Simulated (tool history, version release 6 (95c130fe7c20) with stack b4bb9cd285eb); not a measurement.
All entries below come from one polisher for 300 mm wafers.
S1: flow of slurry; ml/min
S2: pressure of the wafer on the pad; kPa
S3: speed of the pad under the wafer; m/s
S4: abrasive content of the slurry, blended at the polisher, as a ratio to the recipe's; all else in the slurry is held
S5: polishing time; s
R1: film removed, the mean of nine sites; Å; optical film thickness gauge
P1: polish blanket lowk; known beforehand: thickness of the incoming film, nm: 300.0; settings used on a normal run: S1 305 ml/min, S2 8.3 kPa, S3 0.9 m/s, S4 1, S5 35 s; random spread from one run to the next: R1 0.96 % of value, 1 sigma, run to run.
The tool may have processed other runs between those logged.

run 1 day=0.338 | S1=305 S2=8.3 S3=0.9 S4=1 S5=35 | R1=71.448
run 2 day=0.742 | S1=305 S2=8.3 S3=0.9 S4=1.4 S5=35 | R1=80.516
run 3 day=1.3 | S1=305 S2=8.3 S3=0.46 S4=1 S5=35 | R1=41.411
run 4 day=1.833 | S1=305 S2=8.3 S3=0.9 S4=1 S5=51 | R1=103.4
run 5 day=2.317 | S1=185 S2=8.3 S3=0.9 S4=1 S5=35 | R1=67.252
run 6 day=2.967 | S1=305 S2=8.3 S3=0.9 S4=1 S5=26 | R1=51.858
run 7 day=3.538 | S1=305 S2=8.3 S3=1.42 S4=1 S5=35 | R1=102.06
run 8 day=4.033 | S1=305 S2=8.3 S3=0.9 S4=1 S5=35 | R1=71.097
run 9 day=4.712 | S1=425 S2=8.3 S3=0.9 S4=1 S5=35 | R1=72.156
-- day=5.1 head pressure recalibrated
run 10 day=5.146 | S1=395 S2=8.3 S3=0.9 S4=0.65 S5=35 | R1=58.88
run 11 day=5.85 | S1=305 S2=5.5 S3=0.9 S4=1 S5=35 | R1=47.227
run 12 day=6.5 | S1=305 S2=8.3 S3=0.9 S4=0.5 S5=35 | R1=48.019
run 13 day=6.979 | S1=305 S2=12.4 S3=0.9 S4=1 S5=35 | R1=105.05
run 14 day=7.562 | S1=305 S2=8.3 S3=0.9 S4=1 S5=35 | R1=70.3
run 15 day=8.083 | S1=305 S2=8.3 S3=0.9 S4=1 S5=35 | R1=70.306
run 16 day=8.667 | S1=305 S2=8.3 S3=0.9 S4=1 S5=35 | R1=72.291
run 17 day=9.071 | S1=305 S2=8.3 S3=0.9 S4=1 S5=35 | R1=70.805
run 18 day=9.725 | S1=305 S2=8.3 S3=0.9 S4=1 S5=35 | R1=68.349
run 19 day=10.112 | S1=305 S2=8.3 S3=0.9 S4=1 S5=35 | R1=66.564
run 20 day=10.575 | S1=305 S2=8.3 S3=0.9 S4=1 S5=35 | R1=63.904

Run 21 comes next. What will it give?
run 21 day=11.054 | S1=305 S2=8.3 S3=0.9 S4=1 S5=35 | R1=?

R1: 63.418 Å
